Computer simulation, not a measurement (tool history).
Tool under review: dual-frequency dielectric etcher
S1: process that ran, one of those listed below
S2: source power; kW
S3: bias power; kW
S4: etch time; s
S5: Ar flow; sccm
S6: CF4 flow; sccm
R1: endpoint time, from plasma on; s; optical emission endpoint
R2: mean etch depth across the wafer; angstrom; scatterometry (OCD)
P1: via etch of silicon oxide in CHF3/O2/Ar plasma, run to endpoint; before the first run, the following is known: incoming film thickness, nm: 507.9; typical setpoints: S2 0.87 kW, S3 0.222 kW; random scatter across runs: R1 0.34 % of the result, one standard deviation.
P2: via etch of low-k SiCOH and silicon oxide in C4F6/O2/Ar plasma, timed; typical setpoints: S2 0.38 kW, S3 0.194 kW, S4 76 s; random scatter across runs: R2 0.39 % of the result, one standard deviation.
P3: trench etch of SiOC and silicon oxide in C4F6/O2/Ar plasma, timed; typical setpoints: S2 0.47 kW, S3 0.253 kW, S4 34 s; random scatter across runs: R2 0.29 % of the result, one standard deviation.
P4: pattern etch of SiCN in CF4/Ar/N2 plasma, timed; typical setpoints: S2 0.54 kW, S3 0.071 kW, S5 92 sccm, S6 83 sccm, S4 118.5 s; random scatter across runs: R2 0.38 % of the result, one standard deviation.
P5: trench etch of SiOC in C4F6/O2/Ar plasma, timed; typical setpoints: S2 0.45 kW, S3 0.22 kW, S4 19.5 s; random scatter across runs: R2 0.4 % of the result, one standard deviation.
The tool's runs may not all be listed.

run 1 hour=7.8 | S1=P1 S2=0.87 S3=0.222 | R1=206.56
run 2 hour=21 | S1=P2 S2=0.3 S3=0.194 S4=76 | R2=1869.9
run 3 hour=31.3 | S1=P3 S2=0.47 S3=0.253 S4=34 | R2=803.75
run 4 hour=37.8 | S1=P1 S2=0.87 S3=0.222 | R1=206.22
run 5 hour=46.3 | S1=P4 S2=0.54 S3=0.071 S4=118.5 S5=92 S6=83 | R2=1182.8
run 6 hour=57.6 | S1=P1 S2=0.87 S3=0.169 | R1=225.31
run 7 hour=69.8 | S1=P4 S2=0.54 S3=0.045 S4=118.5 S5=92 S6=83 | R2=1026.5
run 8 hour=78 | S1=P1 S2=0.87 S3=0.222 | R1=205.26
run 9 hour=87.2 | S1=P2 S2=0.38 S3=0.234 S4=76 | R2=2194.2
run 10 hour=96.5 | S1=P3 S2=0.47 S3=0.204 S4=34 | R2=750.9
run 11 hour=105.7 | S1=P5 S2=0.45 S3=0.22 S4=28 | R2=653.21
run 12 hour=118 | S1=P1 S2=0.87 S3=0.3 | R1=184.56
run 13 hour=130.3 | S1=P5 S2=0.45 S3=0.22 S4=19.5 | R2=453.84
-- hour=136 wet clean of the chamber
run 14 hour=138.2 | S1=P2 S2=0.38 S3=0.194 S4=76 | R2=2056.3
-- hour=138.7 source power generator calibrated
run 15 hour=147.4 | S1=P4 S2=0.54 S3=0.071 S4=164.5 S5=92 S6=83 | R2=1649.3
run 16 hour=153.6 | S1=P4 S2=0.54 S3=0.071 S4=118.5 S5=92 S6=56 | R2=1114.4
run 17 hour=159.6 | S1=P4 S2=0.54 S3=0.071 S4=118.5 S5=74 S6=83 | R2=1204.1
run 18 hour=166.9 | S1=P5 S2=0.45 S3=0.22 S4=19.5 | R2=447.17
run 19 hour=177.6 | S1=P1 S2=0.87 S3=0.222 | R1=205.5
run 20 hour=188 | S1=P1 S2=1.2 S3=0.222 | R1=182.39
-- hour=189.8 bias power generator calibrated
run 21 hour=198.8 | S1=P1 S2=0.52 S3=0.222 | R1=250.98
run 22 hour=205 | S1=P3 S2=0.47 S3=0.253 S4=23 | R2=545.45
run 23 hour=213.8 | S1=P5 S2=0.45 S3=0.137 S4=19.5 | R2=388.82
run 24 hour=220.2 | S1=P3 S2=0.61 S3=0.253 S4=34 | R2=892.95
run 25 hour=232.6 | S1=P1 S2=1.1 S3=0.146 | R1=215.43
run 26 hour=245.2 | S1=P5 S2=0.28 S3=0.22 S4=19.5 | R2=374.42
run 27 hour=253.1 | S1=P2 S2=0.38 S3=0.194 S4=93 | R2=2516.1
run 28 hour=264.4 | S1=P2 S2=0.38 S3=0.194 S4=76 | R2=2055.8
run 29 hour=271.1 | S1=P4 S2=0.32 S3=0.071 S4=118.5 S5=92 S6=83 | R2=747.37
run 30 hour=278.5 | S1=P1 S2=0.87 S3=0.222 | R1=206.31
run 31 hour=290.2 | S1=P1 S2=0.87 S3=0.222 | R1=206.33
run 32 hour=298.4 | S1=P1 S2=0.87 S3=0.222 | R1=206.53
run 33 hour=311.4 | S1=P1 S2=0.87 S3=0.222 | R1=208.64
run 34 hour=320.5 | S1=P1 S2=0.87 S3=0.222 | R1=208.83
run 35 hour=333.5 | S1=P1 S2=0.87 S3=0.222 | R1=209.16
-- hour=334 wet clean of the chamber
run 36 hour=343.6 | S1=P1 S2=0.87 S3=0.222 | R1=209.53
run 37 hour=355.8 | S1=P1 S2=0.87 S3=0.222 | R1=208.48
run 38 hour=366.7 | S1=P1 S2=0.87 S3=0.222 | R1=209.5
run 39 hour=374.3 | S1=P1 S2=0.87 S3=0.222 | R1=209.2
run 40 hour=383 | S1=P1 S2=0.87 S3=0.222 | R1=209.68
run 41 hour=390.4 | S1=P1 S2=0.87 S3=0.222 | R1=209.25

The log shows P1 creeping away from where it was. Any of the 2 causes listed here, at the size stated for it, fits the log just as well as the others:
A: bias power that arrives under what is set, % = 4.88
B: source power that arrives under what is set, % = 4.37
The drift started at roughly hour 278.5.
What rules out each remaining cause:
chamber walls in a state that lowers the etch rate, %: work on it at hour 334, done after the drift set in, did not restore what the process gave before

Below are 4 check runs, each averaged over 2 wafers, with their results shown as question marks. Which of them would give clearly different results depending on which cause is behind the drift?
run check 1 hour=397.8 | S1=P4 S2=0.54 S3=0.071 S4=118.5 S5=92 S6=83 | R2=?
run check 2 hour=397.8 | S1=P2 S2=0.38 S3=0.194 S4=76 | R2=?
run check 3 hour=397.8 | S1=P5 S2=0.45 S3=0.22 S4=19.5 | R2=?
run check 4 hour=397.8 | S1=P3 S2=0.47 S3=0.253 S4=34 | R2=?

Expected result of each check under each candidate cause:
check=check_1 result=R2 if_A=1162.6 if_B=1135.9
check=check_2 result=R2 if_A=2028.4 if_B=2025.8
check=check_3 result=R2 if_A=443.35 if_B=442.94
check=check_4 result=R2 if_A=792.52 if_B=792.2
Per-check spread between the two closest causes, in the result where they differ most: check 1 2.32 %; check 2 0.13 %; check 3 0.09 %; check 4 0.04 %
Only check 1 tells the causes apart: in the others they would give nearly the same result.

Check 1 was carried out, with these results: R2 1139.9 angstrom. Which of the listed causes is responsible?

It is B: source power that arrives under what is set, %.

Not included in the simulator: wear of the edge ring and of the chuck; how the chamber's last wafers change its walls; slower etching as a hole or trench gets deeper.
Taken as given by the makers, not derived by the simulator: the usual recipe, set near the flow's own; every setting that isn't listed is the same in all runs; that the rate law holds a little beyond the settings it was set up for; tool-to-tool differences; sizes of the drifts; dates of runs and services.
